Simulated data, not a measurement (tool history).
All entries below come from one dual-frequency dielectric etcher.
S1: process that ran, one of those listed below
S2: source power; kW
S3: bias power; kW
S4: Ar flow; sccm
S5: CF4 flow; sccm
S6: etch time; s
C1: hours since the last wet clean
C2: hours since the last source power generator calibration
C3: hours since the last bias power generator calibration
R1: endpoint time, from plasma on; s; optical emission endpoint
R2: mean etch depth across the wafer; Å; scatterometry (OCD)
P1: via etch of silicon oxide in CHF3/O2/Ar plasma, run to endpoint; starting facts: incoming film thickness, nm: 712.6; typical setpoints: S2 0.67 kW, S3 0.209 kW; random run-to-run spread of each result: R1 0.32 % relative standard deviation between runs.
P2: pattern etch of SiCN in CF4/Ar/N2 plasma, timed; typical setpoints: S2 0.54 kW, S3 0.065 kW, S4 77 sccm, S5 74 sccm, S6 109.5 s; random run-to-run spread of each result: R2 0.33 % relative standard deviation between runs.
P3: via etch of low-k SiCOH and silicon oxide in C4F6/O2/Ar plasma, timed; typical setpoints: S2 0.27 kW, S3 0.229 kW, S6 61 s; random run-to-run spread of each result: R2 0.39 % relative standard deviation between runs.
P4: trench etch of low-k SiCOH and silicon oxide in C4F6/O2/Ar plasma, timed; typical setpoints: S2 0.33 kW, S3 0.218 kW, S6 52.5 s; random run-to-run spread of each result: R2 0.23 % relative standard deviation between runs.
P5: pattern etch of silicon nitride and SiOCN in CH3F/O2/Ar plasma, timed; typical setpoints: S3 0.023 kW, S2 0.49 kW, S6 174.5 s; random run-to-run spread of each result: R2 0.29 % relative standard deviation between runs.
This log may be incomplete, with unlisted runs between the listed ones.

Run 1, hour 5.5: S1 P1, S2 0.67 kW, S3 0.209 kW; C1 221.1; C2 2222.8; C3 2539.7. Result: R1 311.51 s.
Run 2, hour 12.6: S1 P2, S2 0.54 kW, S3 0.083 kW, S4 77 sccm, S5 74 sccm, S6 109.5 s; C1 228.2; C2 2229.9; C3 2546.8. Result: R2 1201.7 Å.
Run 3, hour 21.5: S1 P3, S2 0.27 kW, S3 0.229 kW, S6 61 s; C1 237.1; C2 2238.8; C3 2555.7. Result: R2 1540.6 Å.
Run 4, hour 26: S1 P1, S2 0.67 kW, S3 0.209 kW; C1 241.6; C2 2243.3; C3 2560.2. Result: R1 313.14 s.
Run 5, hour 32.2: S1 P4, S2 0.33 kW, S3 0.218 kW, S6 71 s; C1 247.8; C2 2249.5; C3 2566.4. Result: R2 2163.3 Å.
Run 6, hour 38.8: S1 P5, S2 0.29 kW, S3 0.023 kW, S6 174.5 s; C1 254.4; C2 2256.1; C3 2573. Result: R2 215.59 Å.
Run 7, hour 43.2: S1 P2, S2 0.54 kW, S3 0.065 kW, S4 77 sccm, S5 49 sccm, S6 109.5 s; C1 258.8; C2 2260.5; C3 2577.4. Result: R2 1041.7 Å.
Run 8, hour 48.6: S1 P1, S2 0.52 kW, S3 0.291 kW; C1 264.2; C2 2265.9; C3 2582.8. Result: R1 306.21 s.
Run 9, hour 56.3: S1 P3, S2 0.27 kW, S3 0.229 kW, S6 33.5 s; C1 271.9; C2 2273.6; C3 2590.5. Result: R2 845.28 Å.
Run 10, hour 61.5: S1 P1, S2 0.67 kW, S3 0.209 kW; C1 277.1; C2 2278.8; C3 2595.7. Result: R1 309.74 s.
Run 11, hour 69.4: S1 P1, S2 0.85 kW, S3 0.209 kW; C1 285; C2 2286.7; C3 2603.6. Result: R1 284.1 s.
Run 12, hour 73.6: S1 P2, S2 0.54 kW, S3 0.065 kW, S4 105 sccm, S5 74 sccm, S6 109.5 s; C1 289.2; C2 2290.9; C3 2607.8. Result: R2 1057.9 Å.
Run 13, hour 77.5: S1 P1, S2 0.67 kW, S3 0.209 kW; C1 293.1; C2 2294.8; C3 2611.7. Result: R1 311.4 s.
Run 14, hour 85.8: S1 P5, S2 0.49 kW, S3 0.023 kW, S6 174.5 s; C1 301.4; C2 2303.1; C3 2620. Result: R2 258.69 Å.
Run 15, hour 93.8: S1 P2, S2 0.75 kW, S3 0.065 kW, S4 77 sccm, S5 74 sccm, S6 109.5 s; C1 309.4; C2 2311.1; C3 2628. Result: R2 1484.9 Å.
Run 16, hour 99.1: S1 P4, S2 0.24 kW, S3 0.218 kW, S6 52.5 s; C1 314.7; C2 2316.4; C3 2633.3. Result: R2 1415.7 Å.
Run 17, hour 104.2: S1 P3, S2 0.27 kW, S3 0.309 kW, S6 61 s; C1 319.8; C2 2321.5; C3 2638.4. Result: R2 1719.8 Å.
Run 18, hour 109.3: S1 P1, S2 0.67 kW, S3 0.292 kW; C1 324.9; C2 2326.6; C3 2643.5. Result: R1 277.54 s.
Run 19, hour 114.6: S1 P3, S2 0.27 kW, S3 0.229 kW, S6 61 s; C1 330.2; C2 2331.9; C3 2648.8. Result: R2 1546.2 Å.
Run 20, hour 119.2: S1 P3, S2 0.36 kW, S3 0.229 kW, S6 61 s; C1 334.8; C2 2336.5; C3 2653.4. Result: R2 1732 Å.
Run 21, hour 125.8: S1 P1, S2 0.54 kW, S3 0.283 kW; C1 341.4; C2 2343.1; C3 2660. Result: R1 303.28 s.
Run 22, hour 130.1: S1 P4, S2 0.33 kW, S3 0.306 kW, S6 52.5 s; C1 345.7; C2 2347.4; C3 2664.3. Result: R2 1798.6 Å.
Run 23, hour 135.6: S1 P5, S2 0.49 kW, S3 0.014 kW, S6 174.5 s; C1 351.2; C2 2352.9; C3 2669.8. Result: R2 209.61 Å.
At hour 141.3: wet clean of the chamber.
Run 24, hour 143.1: S1 P1, S2 0.67 kW, S3 0.209 kW; C1 1.8; C2 2360.4; C3 2677.3. Result: R1 312.02 s.
Run 25, hour 149.1: S1 P2, S2 0.54 kW, S3 0.065 kW, S4 77 sccm, S5 74 sccm, S6 150.5 s; C1 7.8; C2 2366.4; C3 2683.3. Result: R2 1518 Å.
Run 26, hour 153.3: S1 P2, S2 0.54 kW, S3 0.065 kW, S4 77 sccm, S5 74 sccm, S6 109.5 s; C1 12; C2 2370.6; C3 2687.5. Result: R2 1110 Å.
Run 27, hour 157.2: S1 P2, S2 0.54 kW, S3 0.065 kW, S4 77 sccm, S5 74 sccm, S6 109.5 s; C1 15.9; C2 2374.5; C3 2691.4. Result: R2 1115.2 Å.
At hour 163.4: bias power generator calibrated.
Run 28, hour 164.4: S1 P1, S2 0.67 kW, S3 0.171 kW; C1 23.1; C2 2381.7; C3 1.1. Result: R1 334.18 s.
Run 29, hour 170.8: S1 P1, S2 0.5 kW, S3 0.209 kW; C1 29.5; C2 2388.1; C3 7.5. Result: R1 348.82 s.
Run 30, hour 178.9: S1 P5, S2 0.49 kW, S3 0.023 kW, S6 96 s; C1 37.6; C2 2396.2; C3 15.6. Result: R2 142.28 Å.
Run 31, hour 184.6: S1 P4, S2 0.33 kW, S3 0.218 kW, S6 52.5 s; C1 43.3; C2 2401.9; C3 21.3. Result: R2 1605.1 Å.
Run 32, hour 192.5: S1 P1, S2 0.67 kW, S3 0.209 kW; C1 51.2; C2 2409.8; C3 29.2. Result: R1 312.25 s.
Run 33, hour 198.9: S1 P1, S2 0.67 kW, S3 0.209 kW; C1 57.6; C2 2416.2; C3 35.6. Result: R1 310.89 s.
Run 34, hour 205.5: S1 P1, S2 0.67 kW, S3 0.209 kW; C1 64.2; C2 2422.8; C3 42.2. Result: R1 310.9 s.
Run 35, hour 212.2: S1 P1, S2 0.67 kW, S3 0.209 kW; C1 70.9; C2 2429.5; C3 48.9. Result: R1 309.15 s.
Run 36, hour 216.4: S1 P1, S2 0.67 kW, S3 0.209 kW; C1 75.1; C2 2433.7; C3 53.1. Result: R1 310.05 s.
Run 37, hour 223.3: S1 P1, S2 0.67 kW, S3 0.209 kW; C1 82; C2 2440.6; C3 60. Result: R1 307.91 s.
Run 38, hour 231.2: S1 P1, S2 0.67 kW, S3 0.209 kW; C1 89.9; C2 2448.5; C3 67.9. Result: R1 306.69 s.
Run 39, hour 236.1: S1 P1, S2 0.67 kW, S3 0.209 kW; C1 94.8; C2 2453.4; C3 72.8. Result: R1 307.65 s.
At hour 236.4: wet clean of the chamber.
Run 40, hour 242: S1 P1, S2 0.67 kW, S3 0.209 kW; C1 5.7; C2 2459.3; C3 78.7. Result: R1 309.7 s.
Run 41, hour 248.5: S1 P1, S2 0.67 kW, S3 0.209 kW; C1 12.2; C2 2465.8; C3 85.2. Result: R1 307.58 s.
Run 42, hour 254.7: S1 P1, S2 0.67 kW, S3 0.209 kW; C1 18.4; C2 2472; C3 91.4. Result: R1 306.59 s.

Compared with where it was, what P1 gives has crept away. Each cause listed below fits the log as well as the rest, at the size given for it:
A: source power that arrives over what is set, % = 4.28
B: bias power that arrives over what is set, % = 4.73
At approximately hour 192.5, the process output began to creep.
Every other cause this tool's parts could produce, and why it does not fit the log:
chamber walls in a state that raises the etch rate, %: maintenance at hour 236.4, after the shift began, did not return the process to its former output

Below are 4 check runs, each averaged over 2 wafers, with their results shown as question marks. Which of them would give clearly different results depending on which cause is behind the drift?
Run check 1, hour 260.9: S1 P3, S2 0.27 kW, S3 0.308 kW, S6 61 s. Result: R2 ?.
Run check 2, hour 260.9: S1 P4, S2 0.33 kW, S3 0.298 kW, S6 52.5 s. Result: R2 ?.
Run check 3, hour 260.9: S1 P2, S2 0.54 kW, S3 0.065 kW, S4 77 sccm, S5 52 sccm, S6 109.5 s. Result: R2 ?.
Run check 4, hour 260.9: S1 P5, S2 0.32 kW, S3 0.016 kW, S6 174.5 s. Result: R2 ?.

If the cause were each of the candidates in turn, the checks would give the following:
  check  result    if A    if B
check 1      R2    1739  1740.5
check 2      R2  1810.9  1811.9
check 3      R2    1091    1068
check 4      R2  193.44  194.35
Minimum pairwise separation of causes per check, each pair taken at its best-separating result: check 1 0.09 %; check 2 0.05 %; check 3 2.13 %; check 4 0.47 %
The causes can be told apart only by check 3. The other checks would give nearly the same results under each of them.

Check 3 was carried out, with these results: R2 1067.1 Å. Which of the listed causes is responsible?

The cause is B: bias power that arrives over what is set, %.
